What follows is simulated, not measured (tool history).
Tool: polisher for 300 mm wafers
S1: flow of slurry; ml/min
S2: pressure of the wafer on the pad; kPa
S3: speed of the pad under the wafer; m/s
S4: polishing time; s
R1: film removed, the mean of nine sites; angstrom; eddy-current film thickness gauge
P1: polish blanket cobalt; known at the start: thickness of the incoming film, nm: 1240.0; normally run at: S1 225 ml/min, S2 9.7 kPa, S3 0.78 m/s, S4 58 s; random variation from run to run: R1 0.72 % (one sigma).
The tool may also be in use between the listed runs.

run 1 hour=12.2 | S1=225 S2=9.7 S3=0.78 S4=58 | R1=1912.10
run 2 hour=19.8 | S1=350 S2=9.7 S3=0.78 S4=58 | R1=1989.30
run 3 hour=26.6 | S1=225 S2=13.8 S3=0.78 S4=58 | R1=2704.20
run 4 hour=35.2 | S1=225 S2=9.7 S3=0.78 S4=58 | R1=1895.30
run 5 hour=46.8 | S1=225 S2=9.7 S3=0.78 S4=30 | R1=980.70
run 6 hour=58.7 | S1=135 S2=9.7 S3=0.78 S4=58 | R1=1775.60
run 7 hour=67.0 | S1=225 S2=9.7 S3=0.36 S4=58 | R1=889.06
run 8 hour=76.7 | S1=225 S2=9.7 S3=0.78 S4=58 | R1=1901.20
run 9 hour=87.4 | S1=225 S2=4.8 S3=0.78 S4=43 | R1=701.22
run 10 hour=96.3 | S1=225 S2=13.8 S3=0.42 S4=58 | R1=1460.50
run 11 hour=104.0 | S1=225 S2=9.7 S3=0.78 S4=58 | R1=1917.70
-- hour=113.8 head pressure recalibrated
run 12 hour=116.4 | S1=225 S2=6.2 S3=0.78 S4=58 | R1=1220.80
run 13 hour=128.7 | S1=225 S2=9.7 S3=0.78 S4=91 | R1=3005.60
run 14 hour=138.9 | S1=225 S2=9.7 S3=1.14 S4=58 | R1=2760.90
run 15 hour=150.5 | S1=225 S2=9.7 S3=0.78 S4=58 | R1=1911.50
run 16 hour=156.0 | S1=225 S2=9.7 S3=0.78 S4=58 | R1=1905.00
run 17 hour=168.1 | S1=225 S2=9.7 S3=0.54 S4=33 | R1=754.13
run 18 hour=178.8 | S1=225 S2=9.7 S3=0.78 S4=58 | R1=1881.80
run 19 hour=189.8 | S1=225 S2=9.7 S3=0.78 S4=58 | R1=1834.40
run 20 hour=198.1 | S1=225 S2=9.7 S3=0.78 S4=58 | R1=1800.50
run 21 hour=204.3 | S1=225 S2=9.7 S3=0.78 S4=58 | R1=1779.50
-- hour=210.0 head pressure recalibrated
run 22 hour=212.1 | S1=225 S2=9.7 S3=0.78 S4=58 | R1=1778.80

Forecast run 23:
run 23 hour=218.1 | S1=225 S2=9.7 S3=0.78 S4=58 | R1=?

R1: 1775.50 angstrom
